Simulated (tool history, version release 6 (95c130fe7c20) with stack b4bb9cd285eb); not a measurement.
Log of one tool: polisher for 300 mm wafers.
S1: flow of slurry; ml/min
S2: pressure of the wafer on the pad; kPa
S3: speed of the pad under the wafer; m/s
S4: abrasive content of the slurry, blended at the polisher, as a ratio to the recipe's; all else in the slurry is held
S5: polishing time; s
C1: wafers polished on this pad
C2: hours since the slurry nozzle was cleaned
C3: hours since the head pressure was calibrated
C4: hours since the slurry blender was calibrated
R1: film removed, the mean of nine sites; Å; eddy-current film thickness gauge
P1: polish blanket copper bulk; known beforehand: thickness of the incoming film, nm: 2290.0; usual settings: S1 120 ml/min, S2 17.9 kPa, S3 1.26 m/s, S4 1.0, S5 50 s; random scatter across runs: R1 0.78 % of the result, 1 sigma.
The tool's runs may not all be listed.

Run 1, hour 8.0: S1 120 ml/min, S2 17.9 kPa, S3 1.26 m/s, S4 1.0, S5 50 s; C1 557; C2 523.6; C3 289.1; C4 311.7. Result: R1 4375.4 Å.
Run 2, hour 15.5: S1 120 ml/min, S2 17.9 kPa, S3 1.26 m/s, S4 1.0, S5 76 s; C1 648; C2 531.1; C3 296.6; C4 319.2. Result: R1 6744.1 Å.
Run 3, hour 23.9: S1 120 ml/min, S2 17.9 kPa, S3 1.26 m/s, S4 1.0, S5 50 s; C1 750; C2 539.5; C3 305.0; C4 327.6. Result: R1 4383.6 Å.
Run 4, hour 35.0: S1 75 ml/min, S2 17.9 kPa, S3 1.26 m/s, S4 1.0, S5 27 s; C1 884; C2 550.6; C3 316.1; C4 338.7. Result: R1 2083.6 Å.
Run 5, hour 47.9: S1 120 ml/min, S2 9.7 kPa, S3 1.26 m/s, S4 1.0, S5 50 s; C1 1041; C2 563.5; C3 329.0; C4 351.6. Result: R1 2374.4 Å.
At hour 60.2: slurry blender recalibrated.
Run 6, hour 61.3: S1 120 ml/min, S2 17.9 kPa, S3 1.26 m/s, S4 1.0, S5 35 s; C1 1204; C2 576.9; C3 342.4; C4 1.1. Result: R1 3069.6 Å.
Run 7, hour 75.9: S1 120 ml/min, S2 17.9 kPa, S3 1.26 m/s, S4 1.0, S5 50 s; C1 1381; C2 591.5; C3 357.0; C4 15.7. Result: R1 4411.7 Å.
Run 8, hour 92.2: S1 120 ml/min, S2 17.9 kPa, S3 1.26 m/s, S4 0.7, S5 50 s; C1 1579; C2 607.8; C3 373.3; C4 32.0. Result: R1 4072.3 Å.
Run 9, hour 103.6: S1 120 ml/min, S2 17.9 kPa, S3 0.74 m/s, S4 1.2, S5 50 s; C1 1717; C2 619.2; C3 384.7; C4 43.4. Result: R1 2733.3 Å.
Run 10, hour 119.2: S1 120 ml/min, S2 17.9 kPa, S3 1.26 m/s, S4 1.5, S5 50 s; C1 1906; C2 634.8; C3 400.3; C4 59.0. Result: R1 4812.6 Å.
Run 11, hour 133.7: S1 175 ml/min, S2 17.9 kPa, S3 1.26 m/s, S4 1.0, S5 50 s; C1 2082; C2 649.3; C3 414.8; C4 73.5. Result: R1 4687.0 Å.
Run 12, hour 146.5: S1 120 ml/min, S2 17.9 kPa, S3 1.96 m/s, S4 1.0, S5 50 s; C1 2238; C2 662.1; C3 427.6; C4 86.3. Result: R1 6780.1 Å.
Run 13, hour 160.9: S1 120 ml/min, S2 17.9 kPa, S3 1.26 m/s, S4 1.0, S5 50 s; C1 2412; C2 676.5; C3 442.0; C4 100.7. Result: R1 4464.1 Å.
Run 14, hour 177.6: S1 120 ml/min, S2 17.9 kPa, S3 1.26 m/s, S4 1.0, S5 50 s; C1 2615; C2 693.2; C3 458.7; C4 117.4. Result: R1 4352.0 Å.
Run 15, hour 191.1: S1 70 ml/min, S2 17.9 kPa, S3 1.26 m/s, S4 1.0, S5 50 s; C1 2779; C2 706.7; C3 472.2; C4 130.9. Result: R1 3844.2 Å.
Run 16, hour 200.1: S1 120 ml/min, S2 17.9 kPa, S3 0.56 m/s, S4 1.0, S5 50 s; C1 2888; C2 715.7; C3 481.2; C4 139.9. Result: R1 1960.1 Å.
Run 17, hour 209.1: S1 120 ml/min, S2 24.8 kPa, S3 1.26 m/s, S4 1.0, S5 50 s; C1 2997; C2 724.7; C3 490.2; C4 148.9. Result: R1 6113.2 Å.
Run 18, hour 221.8: S1 120 ml/min, S2 17.9 kPa, S3 1.26 m/s, S4 1.0, S5 50 s; C1 3152; C2 737.4; C3 502.9; C4 161.6. Result: R1 4402.0 Å.
Run 19, hour 230.6: S1 120 ml/min, S2 17.9 kPa, S3 1.26 m/s, S4 1.0, S5 50 s; C1 3258; C2 746.2; C3 511.7; C4 170.4. Result: R1 4246.8 Å.
Run 20, hour 243.6: S1 120 ml/min, S2 17.9 kPa, S3 1.26 m/s, S4 1.0, S5 50 s; C1 3416; C2 759.2; C3 524.7; C4 183.4. Result: R1 4163.0 Å.
Run 21, hour 258.8: S1 120 ml/min, S2 17.9 kPa, S3 1.26 m/s, S4 1.0, S5 50 s; C1 3601; C2 774.4; C3 539.9; C4 198.6. Result: R1 3974.4 Å.
Run 22, hour 274.9: S1 120 ml/min, S2 17.9 kPa, S3 1.26 m/s, S4 1.0, S5 50 s; C1 3796; C2 790.5; C3 556.0; C4 214.7. Result: R1 3955.4 Å.
At hour 278.9: head pressure recalibrated.
At hour 281.1: slurry blender recalibrated.
Run 23, hour 285.0: S1 120 ml/min, S2 17.9 kPa, S3 1.26 m/s, S4 1.0, S5 50 s; C1 3919; C2 800.6; C3 6.2; C4 4.0. Result: R1 3920.9 Å.
Run 24, hour 294.7: S1 120 ml/min, S2 17.9 kPa, S3 1.26 m/s, S4 1.0, S5 50 s; C1 4036; C2 810.3; C3 15.9; C4 13.7. Result: R1 3996.6 Å.
Run 25, hour 305.0: S1 120 ml/min, S2 17.9 kPa, S3 1.26 m/s, S4 1.0, S5 50 s; C1 4161; C2 820.6; C3 26.2; C4 24.0. Result: R1 3950.2 Å.
Run 26, hour 319.4: S1 120 ml/min, S2 17.9 kPa, S3 1.26 m/s, S4 1.0, S5 50 s; C1 4336; C2 835.0; C3 40.6; C4 38.4. Result: R1 3995.3 Å.
Run 27, hour 327.5: S1 120 ml/min, S2 17.9 kPa, S3 1.26 m/s, S4 1.0, S5 50 s; C1 4434; C2 843.1; C3 48.7; C4 46.5. Result: R1 3918.0 Å.

Something has made what P1 gives creep away from where it was; the 2 causes below, each at its own stated size, fit the log equally well:
A: slurry flow missing at the pad, % = 34.9
B: removal rate lost through wear of the pad, % = 10.5
Creep in the process output first set in at about hour 221.8.
Each remaining cause and why it is not a fit:
head's pressure below its setpoint, %: serviced at hour 278.9, after the drift had started, without restoring the earlier output
abrasive missing from the slurry, %: serviced at hour 281.1, after the drift had started, without restoring the earlier output

Question marks stand in for the results of the 4 check runs listed below, each run on one wafer. Under which run would the listed causes show clearly different results?
Run check 1, hour 335.6: S1 70 ml/min, S2 17.9 kPa, S3 1.26 m/s, S4 1.00, S5 38 s. Result: R1 ?.
Run check 2, hour 335.6: S1 120 ml/min, S2 17.9 kPa, S3 1.02 m/s, S4 0.75, S5 50 s. Result: R1 ?.
Run check 3, hour 335.6: S1 120 ml/min, S2 17.9 kPa, S3 1.94 m/s, S4 1.45, S5 50 s. Result: R1 ?.
Run check 4, hour 335.6: S1 145 ml/min, S2 17.9 kPa, S3 1.26 m/s, S4 1.40, S5 50 s. Result: R1 ?.

Outcome of each check run for each possible cause:
  check  result    if A    if B
check 1      R1  2426.4  2583.7
check 2      R1  2998.9  2998.2
check 3      R1  6573.7  6572.2
check 4      R1  4471.1  4394.2
Per-check spread between the two closest causes, in the result where they differ most: check 1 6.28 %; check 2 0.02 %; check 3 0.02 %; check 4 1.74 %
The causes can be told apart only by check 1. The other checks would give nearly the same results under each of them.

Check 1 has now been run. It gave: R1 2575.5 Å. Which of the candidate causes is it?

The correct cause is B, namely: removal rate lost through wear of the pad, %.

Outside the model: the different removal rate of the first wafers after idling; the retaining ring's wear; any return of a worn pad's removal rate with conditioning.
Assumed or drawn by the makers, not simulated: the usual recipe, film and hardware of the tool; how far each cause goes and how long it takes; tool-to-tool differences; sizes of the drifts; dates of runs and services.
